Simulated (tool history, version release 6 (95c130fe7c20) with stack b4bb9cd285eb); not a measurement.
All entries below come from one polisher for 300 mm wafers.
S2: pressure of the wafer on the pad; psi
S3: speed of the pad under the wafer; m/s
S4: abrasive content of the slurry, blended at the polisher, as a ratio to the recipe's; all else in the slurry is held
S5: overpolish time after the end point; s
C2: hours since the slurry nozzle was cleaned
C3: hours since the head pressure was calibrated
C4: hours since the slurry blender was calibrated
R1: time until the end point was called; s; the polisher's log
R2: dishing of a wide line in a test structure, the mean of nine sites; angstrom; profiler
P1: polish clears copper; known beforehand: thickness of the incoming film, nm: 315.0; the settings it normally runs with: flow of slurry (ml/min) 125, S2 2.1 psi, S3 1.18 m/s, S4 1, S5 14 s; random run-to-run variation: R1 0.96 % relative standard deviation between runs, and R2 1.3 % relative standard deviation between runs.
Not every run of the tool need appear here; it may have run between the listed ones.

run 1 day=0.354 | flow_of_slurry_(ml/min)=125 S2=2.1 S3=1.18 S4=1 S5=14 | wafers_polished_on_this_pad=848 C2=248.2 C3=222.6 C4=271.2 | R1=110.98 R2=257.83
run 2 day=0.858 | flow_of_slurry_(ml/min)=125 S2=2.1 S3=1.18 S4=0.6 S5=24 | wafers_polished_on_this_pad=943 C2=260.3 C3=234.7 C4=283.3 | R1=120.98 R2=357.5
run 3 day=1.425 | flow_of_slurry_(ml/min)=125 S2=2.1 S3=1.18 S4=1 S5=25 | wafers_polished_on_this_pad=1049 C2=273.9 C3=248.3 C4=296.9 | R1=109.35 R2=390.49
run 4 day=1.9 | flow_of_slurry_(ml/min)=125 S2=2.1 S3=1.18 S4=1 S5=14 | wafers_polished_on_this_pad=1139 C2=285.3 C3=259.7 C4=308.3 | R1=110.23 R2=262.5
run 5 day=2.317 | flow_of_slurry_(ml/min)=125 S2=2.1 S3=1.18 S4=0.5 S5=14 | wafers_polished_on_this_pad=1217 C2=295.3 C3=269.7 C4=318.3 | R1=126.9 R2=227.94
run 6 day=2.65 | flow_of_slurry_(ml/min)=125 S2=2.1 S3=1.18 S4=1 S5=14 | wafers_polished_on_this_pad=1280 C2=303.3 C3=277.7 C4=326.3 | R1=109.38 R2=250.3
run 7 day=3.021 | flow_of_slurry_(ml/min)=125 S2=2.1 S3=1.18 S4=1 S5=14 | wafers_polished_on_this_pad=1349 C2=312.2 C3=286.6 C4=335.2 | R1=111.62 R2=262.17
run 8 day=3.571 | flow_of_slurry_(ml/min)=125 S2=2.1 S3=1.18 S4=1 S5=14 | wafers_polished_on_this_pad=1453 C2=325.4 C3=299.8 C4=348.4 | R1=110.35 R2=257.85
run 9 day=4.004 | flow_of_slurry_(ml/min)=125 S2=2.1 S3=1.18 S4=1 S5=14 | wafers_polished_on_this_pad=1534 C2=335.8 C3=310.2 C4=358.8 | R1=109.49 R2=250.88
run 10 day=4.525 | flow_of_slurry_(ml/min)=125 S2=2.1 S3=1.18 S4=1 S5=14 | wafers_polished_on_this_pad=1632 C2=348.3 C3=322.7 C4=371.3 | R1=111.77 R2=256.15
run 11 day=5.079 | flow_of_slurry_(ml/min)=125 S2=2.1 S3=1.18 S4=1.5 S5=14 | wafers_polished_on_this_pad=1736 C2=361.6 C3=336 C4=384.6 | R1=99.731 R2=278.1
run 12 day=5.596 | flow_of_slurry_(ml/min)=125 S2=2.1 S3=0.86 S4=1 S5=14 | wafers_polished_on_this_pad=1833 C2=374 C3=348.4 C4=397 | R1=150.88 R2=201.19
run 13 day=6.088 | flow_of_slurry_(ml/min)=125 S2=1.1 S3=1.18 S4=1 S5=14 | wafers_polished_on_this_pad=1926 C2=385.8 C3=360.2 C4=408.8 | R1=210.54 R2=144.39
run 14 day=6.479 | flow_of_slurry_(ml/min)=180 S2=2.1 S3=1.18 S4=1 S5=14 | wafers_polished_on_this_pad=1999 C2=395.2 C3=369.6 C4=418.2 | R1=102.34 R2=271.3
-- day=6.6 head pressure recalibrated
run 15 day=6.733 | flow_of_slurry_(ml/min)=125 S2=1.2 S3=1.18 S4=1 S5=4 | wafers_polished_on_this_pad=2047 C2=401.3 C3=3.3 C4=424.3 | R1=192.03 R2=49.706
run 16 day=7.154 | flow_of_slurry_(ml/min)=125 S2=2.1 S3=1.78 S4=1 S5=14 | wafers_polished_on_this_pad=2126 C2=411.4 C3=13.4 C4=434.4 | R1=73.366 R2=345
-- day=7.25 slurry nozzle cleaned
-- day=7.4 worn pad replaced by a new one
run 17 day=7.712 | flow_of_slurry_(ml/min)=75 S2=2.1 S3=1.18 S4=1 S5=14 | wafers_polished_on_this_pad=58 C2=11.2 C3=26.8 C4=447.8 | R1=123.76 R2=227.96
run 18 day=8.217 | flow_of_slurry_(ml/min)=125 S2=2.9 S3=1.18 S4=1 S5=14 | wafers_polished_on_this_pad=153 C2=23.3 C3=38.9 C4=459.9 | R1=79.136 R2=343.59
run 19 day=8.721 | flow_of_slurry_(ml/min)=125 S2=2.1 S3=1.18 S4=1 S5=6 | wafers_polished_on_this_pad=248 C2=35.4 C3=51 C4=472 | R1=109.02 R2=122.93
run 20 day=9.1 | flow_of_slurry_(ml/min)=125 S2=2.1 S3=1.18 S4=1 S5=14 | wafers_polished_on_this_pad=319 C2=44.5 C3=60.1 C4=481.1 | R1=109.8 R2=254.22
run 21 day=9.617 | flow_of_slurry_(ml/min)=125 S2=2.1 S3=1.18 S4=1 S5=14 | wafers_polished_on_this_pad=416 C2=56.9 C3=72.5 C4=493.5 | R1=113.53 R2=255.43
run 22 day=9.879 | flow_of_slurry_(ml/min)=125 S2=2.1 S3=1.18 S4=1 S5=14 | wafers_polished_on_this_pad=466 C2=63.2 C3=78.8 C4=499.8 | R1=113.6 R2=253.93
run 23 day=10.125 | flow_of_slurry_(ml/min)=125 S2=2.1 S3=1.18 S4=1 S5=14 | wafers_polished_on_this_pad=512 C2=69.1 C3=84.7 C4=505.7 | R1=115.77 R2=245.25
-- day=10.275 head pressure recalibrated
run 24 day=10.388 | flow_of_slurry_(ml/min)=125 S2=2.1 S3=1.18 S4=1 S5=14 | wafers_polished_on_this_pad=561 C2=75.4 C3=2.7 C4=512 | R1=117.38 R2=242.55
run 25 day=10.917 | flow_of_slurry_(ml/min)=125 S2=2.1 S3=1.18 S4=1 S5=14 | wafers_polished_on_this_pad=661 C2=88.1 C3=15.4 C4=524.7 | R1=117.34 R2=240.11
run 26 day=11.288 | flow_of_slurry_(ml/min)=125 S2=2.1 S3=1.18 S4=1 S5=14 | wafers_polished_on_this_pad=731 C2=97 C3=24.3 C4=533.6 | R1=119.41 R2=234.13
-- day=11.5 worn pad replaced by a new one
run 27 day=11.679 | flow_of_slurry_(ml/min)=125 S2=2.1 S3=1.18 S4=1 S5=14 | wafers_polished_on_this_pad=34 C2=106.4 C3=33.7 C4=543 | R1=116.61 R2=241.79
run 28 day=12.179 | flow_of_slurry_(ml/min)=125 S2=2.1 S3=1.18 S4=1 S5=14 | wafers_polished_on_this_pad=128 C2=118.4 C3=45.7 C4=555 | R1=118.75 R2=241.98
run 29 day=12.429 | flow_of_slurry_(ml/min)=125 S2=2.1 S3=1.18 S4=1 S5=14 | wafers_polished_on_this_pad=175 C2=124.4 C3=51.7 C4=561 | R1=119.19 R2=244.04

The output of P1 has drifted from where it used to be. Each of the 2 causes below, taken at the size shown beside it, accounts for the log equally well:
A: abrasive missing from the slurry, % = 31.7
B: slurry flow missing at the pad, % = 28.5
The creep began at about day 9.1.
All other causes, with the reason each is excluded:
removal rate lost through wear of the pad, %: serviced at day 11.5, after the drift had started, without restoring the earlier output
head's pressure below its setpoint, %: serviced at day 10.275, after the drift had started, without restoring the earlier output

Which of the 4 check runs listed below, each an average over 5 wafers with its results shown as question marks, gives clearly different results under the different listed causes?
run check 1 day=12.679 | flow_of_slurry_(ml/min)=125 S2=2.9 S3=1.18 S4=1 S5=14 | R1=? R2=?
run check 2 day=12.679 | flow_of_slurry_(ml/min)=125 S2=2.1 S3=1.18 S4=0.75 S5=14 | R1=? R2=?
run check 3 day=12.679 | flow_of_slurry_(ml/min)=125 S2=1.4 S3=1.72 S4=1 S5=14 | R1=? R2=?
run check 4 day=12.679 | flow_of_slurry_(ml/min)=80 S2=1.7 S3=1.18 S4=1 S5=14 | R1=? R2=?

Check results expected under each cause:
check=check_1 result=R1 if_A=86.057 if_B=86.057
check=check_1 result=R2 if_A=318.91 if_B=318.91
check=check_2 result=R1 if_A=125.9 if_B=126.26
check=check_2 result=R2 if_A=230.39 if_B=229.85
check=check_3 result=R1 if_A=122.3 if_B=122.29
check=check_3 result=R2 if_A=228.49 if_B=228.49
check=check_4 result=R1 if_A=164.17 if_B=170.41
check=check_4 result=R2 if_A=182.17 if_B=176.48
Smallest distance between any two causes, each pair judged by its most separating result, in per cent: check 1 0 %; check 2 0.29 %; check 3 0 %; check 4 3.73 %
Of the check runs offered, only check 4 discriminates between the causes; the rest would read about the same regardless of which cause applies.

Here is what check 4 returned: R1 164.13 s; R2 181.68 angstrom. Which cause is it?

It is A: abrasive missing from the slurry, %.
